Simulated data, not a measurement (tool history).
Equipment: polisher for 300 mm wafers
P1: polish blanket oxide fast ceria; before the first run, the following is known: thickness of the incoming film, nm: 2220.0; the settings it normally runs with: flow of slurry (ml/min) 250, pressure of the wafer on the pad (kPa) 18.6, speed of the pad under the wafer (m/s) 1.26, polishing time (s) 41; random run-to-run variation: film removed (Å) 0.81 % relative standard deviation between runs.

run,day,flow of slurry (ml/min),pressure of the wafer on the pad (kPa),speed of the pad under the wafer (m/s),polishing time (s),wafers polished on this pad,hours since the slurry nozzle was cleaned,hours since the head pressure was calibrated,film removed (Å)
1,0.55,250,18.6,1.26,41,876,179.3,143,6344.7
2,0.942,250,18.6,1.26,52,966,188.7,152.4,8144.8
3,1.554,250,18.6,1.8,20,1107,203.4,167.1,4539.8
4,2.179,250,18.6,1.26,41,1250,218.4,182.1,6406.9
5,2.604,250,18.6,1.26,41,1348,228.6,192.3,6362.8
6,3.075,250,18.6,1.82,41,1456,239.9,203.6,9200.2
7,3.629,250,18.6,0.6,41,1583,253.2,216.9,3029.2
8,3.979,360,18.6,1.26,41,1664,261.6,225.3,6675.6
9,4.367,250,26.9,1.26,41,1753,270.9,234.6,9161.3
10,4.846,250,18.6,1.26,41,1863,282.4,246.1,6291
11,5.212,250,18.6,1.26,41,1947,291.2,254.9,6400.7
12,5.608,250,11.7,1.26,41,2038,300.7,264.4,4000
13,6.242,150,18.6,1.26,41,2184,315.9,279.6,6055.6
14,6.658,385,18.6,1.26,53,2279,325.9,289.6,8675.9
15,7.258,250,18.6,0.72,61,2417,340.3,304,5437.3
16,7.8,250,18.6,1.26,18,2541,353.3,317,2786.6
17,8.425,250,18.6,1.26,41,2685,368.3,332,6364.2
18,8.908,250,18.6,1.26,41,2796,379.9,343.6,6261.3
19,9.538,250,18.6,1.26,41,2941,395,358.7,6263.7
20,10.096,250,18.6,1.26,41,3069,408.4,372.1,6142.9
21,10.75,250,18.6,1.26,41,3219,424.1,387.8,6111.7
# day 10.854: worn pad replaced by a new one
22,11.333,250,18.6,1.26,41,110,438.1,401.8,6186.4
23,11.75,250,18.6,1.26,41,205,448.1,411.8,6104.5
24,12.25,250,18.6,1.26,41,320,460.1,423.8,6142.6
25,12.825,250,18.6,1.26,41,452,473.9,437.6,6152.3
26,13.192,250,18.6,1.26,41,537,482.7,446.4,6086.5

The output of P1 has drifted from where it used to be. Each of the 2 causes below, taken at the size shown beside it, accounts for the log equally well:
A: head's pressure below its setpoint, % = 4.43
B: slurry flow missing at the pad, % = 30.2
The gradual shift began around day 8.425.
Every other cause this tool's parts could produce, and why it does not fit the log:
removal rate lost through wear of the pad, %: serviced after onset, at day 10.854, with no recovery of the prior output

Which of the 4 check runs listed below, each an average over 5 wafers with its results shown as question marks, gives clearly different results under the different listed causes?
check 1,13.558,150,18.6,1.26,41,,,,?
check 2,13.558,250,12.4,1.26,20,,,,?
check 3,13.558,250,18.6,0.84,41,,,,?
check 4,13.558,250,26.2,0.7,41,,,,?

Expected result of each check under each candidate cause:
check,result,if A,if B
check 1,film removed (Å),5694,5539.2
check 2,film removed (Å),1985.1,1984.9
check 3,film removed (Å),4069.5,4069.1
check 4,film removed (Å),4772.8,4772.4
Distance between the nearest two causes, measured in the result of the check that separates them most: check 1 2.75 %; check 2 0.01 %; check 3 0.01 %; check 4 0.01 %
The other checks would show nearly matching results whichever cause is true, so check 1 is the only one that separates the causes.

The results of check 1 are: film removed (Å) 5538. Based on these, which of the listed causes is it?

B is the cause: slurry flow missing at the pad, %.

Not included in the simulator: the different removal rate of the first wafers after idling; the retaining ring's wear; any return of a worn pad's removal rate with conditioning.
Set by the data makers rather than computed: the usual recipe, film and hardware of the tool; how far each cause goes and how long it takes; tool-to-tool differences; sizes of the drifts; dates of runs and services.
